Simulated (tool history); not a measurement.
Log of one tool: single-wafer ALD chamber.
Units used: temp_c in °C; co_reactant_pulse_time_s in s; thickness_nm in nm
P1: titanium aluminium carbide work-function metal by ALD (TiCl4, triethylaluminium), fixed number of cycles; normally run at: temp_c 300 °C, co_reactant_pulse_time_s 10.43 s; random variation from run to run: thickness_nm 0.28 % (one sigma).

| run | day | temp_c | co_reactant_pulse_time_s | hours since the last thermocouple change | hours since the last triethylaluminium bottle change | thickness_nm |
|---|---|---|---|---|---|---|
| 1 | 0.729 | 300 | 10.43 | 771.4 | 662 | 2.0578 |
| 2 | 1.275 | 300 | 16.12 | 784.5 | 675.1 | 2.1013 |
| 3 | 1.862 | 290 | 7.58 | 798.6 | 689.2 | 1.8667 |
| 4 | 2.425 | 317 | 10.43 | 812.1 | 702.7 | 2.2024 |
| 5 | 2.975 | 282 | 14.62 | 825.3 | 715.9 | 1.9417 |
| 6 | 3.629 | 300 | 5.51 | 841 | 731.6 | 1.7989 |
| 7 | 4.004 | 300 | 10.43 | 850 | 740.6 | 2.0567 |
| 8 | 4.488 | 300 | 10.43 | 861.6 | 752.2 | 2.0664 |
| 9 | 4.933 | 300 | 10.43 | 872.3 | 762.9 | 2.0514 |
| 10 | 5.321 | 300 | 10.43 | 881.6 | 772.2 | 2.0603 |
| 11 | 6.046 | 279 | 10.43 | 899 | 789.6 | 1.8715 |
| 12 | 6.508 | 300 | 10.43 | 910.1 | 800.7 | 2.0569 |
| 13 | 6.879 | 300 | 10.43 | 919 | 809.6 | 2.0508 |
| 14 | 7.496 | 300 | 10.43 | 933.8 | 824.4 | 2.045 |
| 15 | 8.167 | 300 | 10.43 | 949.9 | 840.5 | 2.036 |
| 16 | 8.642 | 300 | 10.43 | 961.3 | 851.9 | 2.0418 |
| 17 | 9.067 | 300 | 10.43 | 971.5 | 862.1 | 2.0332 |
| 18 | 9.721 | 300 | 10.43 | 987.2 | 877.8 | 2.0412 |
| 19 | 10.354 | 300 | 10.43 | 1002.4 | 893 | 2.0337 |
| 20 | 11 | 300 | 10.43 | 1017.9 | 908.5 | 2.0316 |
| 21 | 11.662 | 300 | 10.43 | 1033.8 | 924.4 | 2.0328 |
| 22 | 12.079 | 300 | 10.43 | 1043.8 | 934.4 | 2.0275 |
| 23 | 12.517 | 300 | 10.43 | 1054.3 | 944.9 | 2.0216 |

What P1 gives has crept away from where it was. These 2 causes fit the log equally well, each at the size given:
A: wafer temperature below the value expected at the setpoint (K) = 3.44
B: triethylaluminium dose below that of a fresh bottle (%) = 11.8
The process output started creeping at around day 6.508.

4 check runs are offered, one wafer each, their results left as question marks. Which one tells the causes apart?
| check 1 | 12.954 | 292 | 10.43 |  |  | ? |
| check 2 | 12.954 | 286 | 10.43 |  |  | ? |
| check 3 | 12.954 | 300 | 6.59 |  |  | ? |
| check 4 | 12.954 | 283 | 10.43 |  |  | ? |

What each check would give under each cause:
| check | result | if A | if B |
|---|---|---|---|
| check 1 | thickness_nm | 1.9552 | 1.9561 |
| check 2 | thickness_nm | 1.9023 | 1.9038 |
| check 3 | thickness_nm | 1.8686 | 1.8299 |
| check 4 | thickness_nm | 1.876 | 1.8778 |
How far apart the two closest causes lie, in the result that separates them most: check 1 0.05 %; check 2 0.08 %; check 3 2.09 %; check 4 0.1 %
Of the check runs offered, only check 3 discriminates between the causes; the rest would read about the same regardless of which cause applies.

Running check 3 produced the following: thickness_nm 1.8745 nm. Which one of the listed causes fits?

It is A: wafer temperature below the value expected at the setpoint (K).
